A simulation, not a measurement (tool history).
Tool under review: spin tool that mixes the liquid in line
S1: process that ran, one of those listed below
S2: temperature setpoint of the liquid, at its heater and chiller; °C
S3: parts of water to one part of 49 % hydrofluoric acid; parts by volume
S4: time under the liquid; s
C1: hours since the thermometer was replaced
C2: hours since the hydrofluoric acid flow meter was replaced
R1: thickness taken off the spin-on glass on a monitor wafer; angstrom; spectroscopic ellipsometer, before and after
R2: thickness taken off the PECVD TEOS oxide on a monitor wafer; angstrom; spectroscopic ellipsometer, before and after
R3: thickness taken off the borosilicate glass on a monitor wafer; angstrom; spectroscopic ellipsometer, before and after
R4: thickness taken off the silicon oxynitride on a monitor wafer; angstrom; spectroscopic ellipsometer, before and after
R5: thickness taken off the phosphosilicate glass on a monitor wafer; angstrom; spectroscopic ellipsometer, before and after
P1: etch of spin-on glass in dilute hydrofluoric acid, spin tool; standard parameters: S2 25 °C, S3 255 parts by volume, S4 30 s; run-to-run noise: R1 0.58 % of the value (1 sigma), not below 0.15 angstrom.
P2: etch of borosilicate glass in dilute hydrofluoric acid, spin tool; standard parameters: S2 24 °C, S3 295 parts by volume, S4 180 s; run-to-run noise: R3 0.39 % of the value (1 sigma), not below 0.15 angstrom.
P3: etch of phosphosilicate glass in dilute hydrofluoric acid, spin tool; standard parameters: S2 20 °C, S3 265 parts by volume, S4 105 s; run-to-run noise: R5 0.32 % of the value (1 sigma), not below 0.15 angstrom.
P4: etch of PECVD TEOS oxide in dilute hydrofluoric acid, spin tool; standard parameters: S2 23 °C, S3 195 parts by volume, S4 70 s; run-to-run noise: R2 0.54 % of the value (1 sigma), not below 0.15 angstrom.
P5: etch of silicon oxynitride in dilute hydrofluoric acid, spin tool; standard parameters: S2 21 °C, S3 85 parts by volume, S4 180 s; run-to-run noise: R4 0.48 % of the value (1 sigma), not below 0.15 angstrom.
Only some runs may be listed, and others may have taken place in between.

run   hour  S1    S2   S3   S4     C1      C2      R1      R2      R3      R4      R5
  1    3.4  P1    25  255   30  655.7  1057.9  71.512
  2    8.8  P4    30  195   70  661.1  1063.3           56.09
  3   15.1  P1    29  255   60  667.4  1069.6  165.24
  4   17.9  P1    25  255   30  670.2  1072.4  71.773
  5     24  P2    24  295  180  676.3  1078.5                  129.47
  6     29  P1    25  255   30  681.3  1083.5  71.742
  7   33.9  P1    25  400   30  686.2  1088.4  39.542
  8   39.7  P1    25  255   15    692  1094.2  35.629
  9   43.6  P5    21  115  180  695.9  1098.1                          64.483
 10   49.4  P4    23  330   70  701.7  1103.9          22.343
 11   52.5  P1    25  255   30  704.8    1107  71.957
 12     57  P1    25  255   50  709.3  1111.5     119
 13   60.4  P1  29.5  255   50  712.7  1114.9  139.92
 14   65.8  P3    20  110  105  718.1  1120.3                                  690.09
 15   71.4  P3    20  265  185  723.7  1125.9                                  432.58
 16   76.1  P2  19.5  295  180  728.4  1130.6                  110.24
 17   79.7  P2    24  405  180    732  1134.2                  85.207
 18   83.3  P4    23  195   70  735.6  1137.8          43.246
 19   89.3  P2    24  295  315  741.6  1143.8                  225.94
 20   93.8  P3    17  265  105  746.1  1148.3                                  219.84
 21  100.2  P1  32.5  255   30  752.5  1154.7  92.124
 22  104.7  P1    18  255   30    757  1159.2  55.124
 23  110.9  P5    21   85  180  763.2  1165.4                          89.719
 24  114.1  P5    21   85  290  766.4  1168.6                          144.49
 25  118.6  P1    25   45   30  770.9  1173.1  517.28
 26  123.6  P3    20  265  105  775.9  1178.1                                  246.63
 27    130  P2    24  295  180  782.3  1184.5                  129.24
 28  134.9  P1    25  255   30  787.2  1189.4   71.32
 29  140.9  P1    25  255   30  793.2  1195.4  71.307
 30  145.2  P5  27.5   85  180  797.5  1199.7                           121.2
 31  148.1  P1    25  255   30  800.4  1202.6  72.144
 32  151.1  P4    23  195   40  803.4  1205.6          24.773
 33  154.5  P1    25  255   30  806.8    1209  71.668
 34  157.3  P1    25  255   30  809.6  1211.8  70.885
 35  163.6  P1    25  255   30  815.9  1218.1   68.48
 36  169.3  P1    25  255   30  821.6  1223.8  68.491
 37  173.6  P1    25  255   30  825.9  1228.1  67.427
 38  178.8  P1    25  255   30  831.1  1233.3  68.379
 39  184.8  P1    25  255   30  837.1  1239.3  67.523
 40    191  P1    25  255   30  843.3  1245.5  67.902
 41  195.7  P1    25  255   30    848  1250.2  66.145
 42  201.4  P1    25  255   30  853.7  1255.9  66.075
 43  207.1  P1    25  255   30  859.4  1261.6  67.823
 44  210.2  P1    25  255   30  862.5  1264.7  66.613

What P1 gives has crept off from where it sat before. The 2 causes that follow fit the log equally well, each at the size noted:
A: hydrofluoric acid flow below the setpoint (%) = 5.17
B: liquid colder than its thermometer reads (K) = 1.9
Creep in the process output first set in at about hour 154.5.

4 check runs are offered, one wafer each, their results left as question marks. Which one tells the causes apart?
check 1  213.3  P3  20  265  105                           ?
check 2  213.3  P5  21   85  180                       ?
check 3  213.3  P4  23  195   70               ?
check 4  213.3  P2  24  295  180                   ?

Outcome of each check run for each possible cause:
  check  result    if A    if B
check 1      R5  229.99  228.79
check 2      R4  84.373  81.298
check 3      R2  40.855  40.541
check 4      R3     121  121.21
Distance between the nearest two causes, measured in the result of the check that separates them most: check 1 0.52 %; check 2 3.71 %; check 3 0.77 %; check 4 0.17 %
Only in check 2 would the causes give clearly different results; in the remaining checks their results would be nearly the same.

The results of check 2 are: R4 81.939 angstrom. Based on these, which of the listed causes is it?

B is the cause: liquid colder than its thermometer reads (K).
